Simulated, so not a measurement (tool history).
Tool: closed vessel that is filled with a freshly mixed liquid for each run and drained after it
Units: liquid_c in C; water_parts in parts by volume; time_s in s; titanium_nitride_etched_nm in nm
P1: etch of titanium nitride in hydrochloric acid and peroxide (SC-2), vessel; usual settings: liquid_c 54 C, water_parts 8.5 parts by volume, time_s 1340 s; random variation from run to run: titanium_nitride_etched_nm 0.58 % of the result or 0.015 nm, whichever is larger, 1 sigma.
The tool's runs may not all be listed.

run   hour  liquid_c  water_parts  time_s  hours since the thermometer was replaced  hours since the chemicals flow meter was replaced  hours since the drum of peroxide was connected  titanium_nitride_etched_nm
  1   10.7        54          8.5    1340                                     582.3                                             1425.3                                           266.7                      49.276
  2   23.8        54          8.5    2660                                     595.4                                             1438.4                                           279.8                      98.576
  3   35.9        54          8.5      45                                     607.5                                             1450.5                                           291.9                       1.678
  4   50.8        54          8.5    1340                                     622.4                                             1465.4                                           306.8                      49.732
        57  -- new drum of peroxide connected
  5   58.3        64          8.5    1340                                     629.9                                             1472.9                                             1.3                       93.18
  6   68.8        54            4    1340                                     640.4                                             1483.4                                            11.8                       86.63
  7   77.2        54          8.5    1340                                     648.8                                             1491.8                                            20.2                      49.665
  8   89.8        54           14    1340                                     661.4                                             1504.4                                            32.8                      32.516
  9  101.3        38          8.5    1340                                     672.9                                             1515.9                                            44.3                      16.663
 10  110.3        54          8.5    1340                                     681.9                                             1524.9                                            53.3                      49.667
 11  119.2        46          8.5     550                                     690.8                                             1533.8                                            62.2                       11.85
 12  129.9        54          8.5    1340                                     701.5                                             1544.5                                            72.9                      49.342
 13  138.1        54          8.5    1340                                     709.7                                             1552.7                                            81.1                      49.748
 14  145.1        54          8.5    1340                                     716.7                                             1559.7                                            88.1                      51.484
 15  154.1        54          8.5    1340                                     725.7                                             1568.7                                            97.1                      51.341
 16  162.8        54          8.5    1340                                     734.4                                             1577.4                                           105.8                      52.254
 17  174.9        54          8.5    1340                                     746.5                                             1589.5                                           117.9                      53.178
 18  186.4        54          8.5    1340                                       758                                               1601                                           129.4                      52.858
 19  201.2        54          8.5    1340                                     772.8                                             1615.8                                           144.2                      53.016
 20  210.4        54          8.5    1340                                       782                                               1625                                           153.4                      53.673
 21  222.8        54          8.5    1340                                     794.4                                             1637.4                                           165.8                      53.171
 22    231        54          8.5    1340                                     802.6                                             1645.6                                             174                      53.723
 23  241.5        54          8.5    1340                                     813.1                                             1656.1                                           184.5                      53.139

What P1 gives has crept away from where it was. These 2 causes fit the log equally well, each at the size given:
A: chemicals flow above the setpoint (%) = 9.78
B: liquid hotter than its thermometer reads (K) = 1.16
The creep began at about hour 129.9.
Why every other cause is out:
peroxide weaker than its label (%): at most 8, which would move titanium_nitride_etched_nm by -7.3 %: too little, or the wrong way

4 check runs are offered, each on 5 wafers whose results are averaged, their results left as question marks. Which one tells the causes apart?
check 1   252        64            6    1340                                                                                                                                                                        ?
check 2   252        54         11.5      95                                                                                                                                                                        ?
check 3   252        41            4    1340                                                                                                                                                                        ?
check 4   252        54          8.5    2050                                                                                                                                                                        ?

What each check would give under each cause:
  check                      result    if A    if B
check 1  titanium_nitride_etched_nm  131.05  131.26
check 2  titanium_nitride_etched_nm  2.9574  2.9463
check 3  titanium_nitride_etched_nm  38.216  39.003
check 4  titanium_nitride_etched_nm  81.712  81.742
How far apart the two closest causes lie, in the result that separates them most: check 1 0.16 %; check 2 0.38 %; check 3 2.04 %; check 4 0.04 %
Only check 3 tells the causes apart: in the others they would give nearly the same result.

Check 3 was then run and gave: titanium_nitride_etched_nm 39.216 nm. Which cause is it?

It is B: liquid hotter than its thermometer reads (K).

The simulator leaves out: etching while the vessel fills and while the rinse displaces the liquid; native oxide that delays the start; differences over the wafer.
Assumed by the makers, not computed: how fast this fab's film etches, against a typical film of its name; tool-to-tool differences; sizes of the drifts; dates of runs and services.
